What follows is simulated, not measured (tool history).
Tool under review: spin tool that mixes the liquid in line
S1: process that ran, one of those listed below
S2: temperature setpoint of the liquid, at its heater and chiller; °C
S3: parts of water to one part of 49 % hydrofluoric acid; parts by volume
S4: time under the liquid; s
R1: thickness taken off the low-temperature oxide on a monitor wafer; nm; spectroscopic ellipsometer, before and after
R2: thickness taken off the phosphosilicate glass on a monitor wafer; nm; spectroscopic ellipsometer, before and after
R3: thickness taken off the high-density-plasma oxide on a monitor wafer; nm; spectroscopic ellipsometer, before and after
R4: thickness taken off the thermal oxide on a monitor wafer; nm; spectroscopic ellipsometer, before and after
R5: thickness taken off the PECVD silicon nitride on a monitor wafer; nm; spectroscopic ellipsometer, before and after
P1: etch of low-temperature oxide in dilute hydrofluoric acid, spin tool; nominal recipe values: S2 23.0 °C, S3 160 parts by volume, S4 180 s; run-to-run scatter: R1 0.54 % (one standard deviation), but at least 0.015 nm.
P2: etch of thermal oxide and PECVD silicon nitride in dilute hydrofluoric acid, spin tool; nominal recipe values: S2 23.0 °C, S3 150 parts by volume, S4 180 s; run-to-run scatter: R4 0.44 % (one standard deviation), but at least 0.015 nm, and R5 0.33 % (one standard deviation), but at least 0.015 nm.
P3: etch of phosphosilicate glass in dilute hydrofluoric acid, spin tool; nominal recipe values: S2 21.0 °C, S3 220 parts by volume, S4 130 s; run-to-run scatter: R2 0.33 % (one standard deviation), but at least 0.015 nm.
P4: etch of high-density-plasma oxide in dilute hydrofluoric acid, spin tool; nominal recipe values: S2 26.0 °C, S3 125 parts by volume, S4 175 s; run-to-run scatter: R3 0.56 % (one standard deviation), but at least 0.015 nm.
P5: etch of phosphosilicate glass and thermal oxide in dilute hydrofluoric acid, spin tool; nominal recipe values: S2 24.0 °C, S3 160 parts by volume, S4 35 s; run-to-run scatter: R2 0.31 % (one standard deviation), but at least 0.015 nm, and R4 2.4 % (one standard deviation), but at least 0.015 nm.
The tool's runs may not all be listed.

Run 1, day 0.417: S1 P1, S2 23.0 °C, S3 160 parts by volume, S4 180 s. Result: R1 21.7030 nm.
Run 2, day 1.112: S1 P3, S2 21.0 °C, S3 220 parts by volume, S4 235 s. Result: R2 86.214 nm.
Run 3, day 1.583: S1 P4, S2 26.0 °C, S3 125 parts by volume, S4 305 s. Result: R3 13.6090 nm.
Run 4, day 2.004: S1 P1, S2 23.0 °C, S3 265 parts by volume, S4 40 s. Result: R1 2.6269 nm.
Run 5, day 2.662: S1 P2, S2 23.0 °C, S3 150 parts by volume, S4 180 s. Result: R4 5.33810 nm, R5 6.4394 nm.
Run 6, day 3.029: S1 P1, S2 23.0 °C, S3 160 parts by volume, S4 180 s. Result: R1 21.9820 nm.
Run 7, day 3.375: S1 P2, S2 23.0 °C, S3 150 parts by volume, S4 80 s. Result: R4 2.41360 nm, R5 2.8546 nm.
Run 8, day 3.871: S1 P1, S2 23.0 °C, S3 160 parts by volume, S4 60 s. Result: R1 7.2663 nm.
Run 9, day 4.338: S1 P5, S2 24.0 °C, S3 160 parts by volume, S4 15 s. Result: R2 13.981 nm, R4 0.43490 nm.
Run 10, day 4.833: S1 P4, S2 26.0 °C, S3 125 parts by volume, S4 175 s. Result: R3 7.7671 nm.
Run 11, day 5.221: S1 P1, S2 23.0 °C, S3 40 parts by volume, S4 180 s. Result: R1 101.8200 nm.
Run 12, day 5.700: S1 P1, S2 19.0 °C, S3 160 parts by volume, S4 35 s. Result: R1 3.6462 nm.
Run 13, day 6.388: S1 P4, S2 26.0 °C, S3 125 parts by volume, S4 175 s. Result: R3 7.8187 nm.
Run 14, day 7.054: S1 P2, S2 23.0 °C, S3 245 parts by volume, S4 180 s. Result: R4 2.95050 nm, R5 3.9740 nm.
Run 15, day 7.662: S1 P3, S2 21.0 °C, S3 220 parts by volume, S4 130 s. Result: R2 47.558 nm.
Run 16, day 8.262: S1 P3, S2 17.0 °C, S3 220 parts by volume, S4 130 s. Result: R2 40.981 nm.
Run 17, day 8.617: S1 P1, S2 19.0 °C, S3 55 parts by volume, S4 180 s. Result: R1 60.9270 nm.
Run 18, day 9.300: S1 P1, S2 23.0 °C, S3 160 parts by volume, S4 180 s. Result: R1 21.8720 nm.
Run 19, day 9.912: S1 P5, S2 30.0 °C, S3 160 parts by volume, S4 35 s. Result: R2 40.669 nm, R4 1.20910 nm.
Run 20, day 10.242: S1 P4, S2 26.0 °C, S3 175 parts by volume, S4 175 s. Result: R3 5.2984 nm.
Run 21, day 10.792: S1 P1, S2 28.5 °C, S3 160 parts by volume, S4 180 s. Result: R1 26.9370 nm.
Run 22, day 11.321: S1 P3, S2 21.0 °C, S3 220 parts by volume, S4 130 s. Result: R2 47.482 nm.
Run 23, day 11.662: S1 P2, S2 23.0 °C, S3 150 parts by volume, S4 180 s. Result: R4 5.34100 nm, R5 6.4458 nm.
Run 24, day 11.975: S1 P1, S2 23.0 °C, S3 160 parts by volume, S4 345 s. Result: R1 42.2480 nm.
Run 25, day 12.554: S1 P2, S2 30.0 °C, S3 150 parts by volume, S4 180 s. Result: R4 6.93650 nm, R5 9.9682 nm.
Run 26, day 12.958: S1 P1, S2 23.0 °C, S3 160 parts by volume, S4 180 s. Result: R1 21.8220 nm.
Run 27, day 13.442: S1 P5, S2 24.0 °C, S3 265 parts by volume, S4 35 s. Result: R2 17.584 nm, R4 0.51303 nm.
Run 28, day 14.075: S1 P5, S2 24.0 °C, S3 160 parts by volume, S4 35 s. Result: R2 32.659 nm, R4 0.95917 nm.
Run 29, day 14.729: S1 P1, S2 23.0 °C, S3 280 parts by volume, S4 180 s. Result: R1 11.0500 nm.
Run 30, day 15.133: S1 P3, S2 21.0 °C, S3 390 parts by volume, S4 130 s. Result: R2 23.087 nm.
Run 31, day 15.508: S1 P1, S2 17.0 °C, S3 160 parts by volume, S4 180 s. Result: R1 17.3650 nm.
Run 32, day 16.175: S1 P1, S2 23.0 °C, S3 160 parts by volume, S4 180 s. Result: R1 21.8090 nm.
Run 33, day 16.746: S1 P4, S2 30.0 °C, S3 125 parts by volume, S4 175 s. Result: R3 9.0800 nm.
Run 34, day 17.204: S1 P1, S2 23.0 °C, S3 160 parts by volume, S4 180 s. Result: R1 22.0040 nm.
Run 35, day 17.850: S1 P1, S2 23.0 °C, S3 160 parts by volume, S4 180 s. Result: R1 22.6680 nm.
Run 36, day 18.379: S1 P1, S2 23.0 °C, S3 160 parts by volume, S4 180 s. Result: R1 22.8530 nm.
Run 37, day 19.062: S1 P1, S2 23.0 °C, S3 160 parts by volume, S4 180 s. Result: R1 23.3500 nm.
Run 38, day 19.683: S1 P1, S2 23.0 °C, S3 160 parts by volume, S4 180 s. Result: R1 23.4040 nm.
Run 39, day 20.204: S1 P1, S2 23.0 °C, S3 160 parts by volume, S4 180 s. Result: R1 23.4490 nm.
Run 40, day 20.908: S1 P1, S2 23.0 °C, S3 160 parts by volume, S4 180 s. Result: R1 23.5680 nm.
Run 41, day 21.246: S1 P1, S2 23.0 °C, S3 160 parts by volume, S4 180 s. Result: R1 23.1790 nm.
Run 42, day 21.696: S1 P1, S2 23.0 °C, S3 160 parts by volume, S4 180 s. Result: R1 23.5550 nm.

Something has made what P1 gives creep away from where it was; the 2 causes below, each at its own stated size, fit the log equally well:
A: liquid hotter than its thermometer reads (K) = 1.8
B: hydrofluoric acid flow above the setpoint (%) = 6.01
The drift started at roughly day 17.204.

The check runs listed below each take one wafer, and their results are still question marks. Under which run would the listed causes lead to clearly different results?
Run check 1, day 22.146: S1 P5, S2 24.0 °C, S3 160 parts by volume, S4 35 s. Result: R2 ?, R4 ?.
Run check 2, day 22.146: S1 P4, S2 26.0 °C, S3 125 parts by volume, S4 175 s. Result: R3 ?.
Run check 3, day 22.146: S1 P3, S2 21.0 °C, S3 220 parts by volume, S4 130 s. Result: R2 ?.
Run check 4, day 22.146: S1 P2, S2 23.0 °C, S3 150 parts by volume, S4 180 s. Result: R4 ?, R5 ?.

Expected result of each check under each candidate cause:
  check  result     if A     if B
check 1      R2   34.915   34.948
check 1      R4  1.05630  1.05730
check 2      R3   8.3491   8.3419
check 3      R2   50.787   50.962
check 4      R4  5.72710  5.72140
check 4      R5   7.2188   6.8070
Per check, the gap between the least separated pair of causes, taken in the result that splits them most: check 1 0.09 %; check 2 0.09 %; check 3 0.34 %; check 4 5.87 %
Check 4 is the one run that separates the causes; every other check would come out nearly the same whichever cause is at work.

Check 4 was then run and gave: R4 5.72070 nm; R5 6.8060 nm. Which cause is it?

It is B: hydrofluoric acid flow above the setpoint (%).
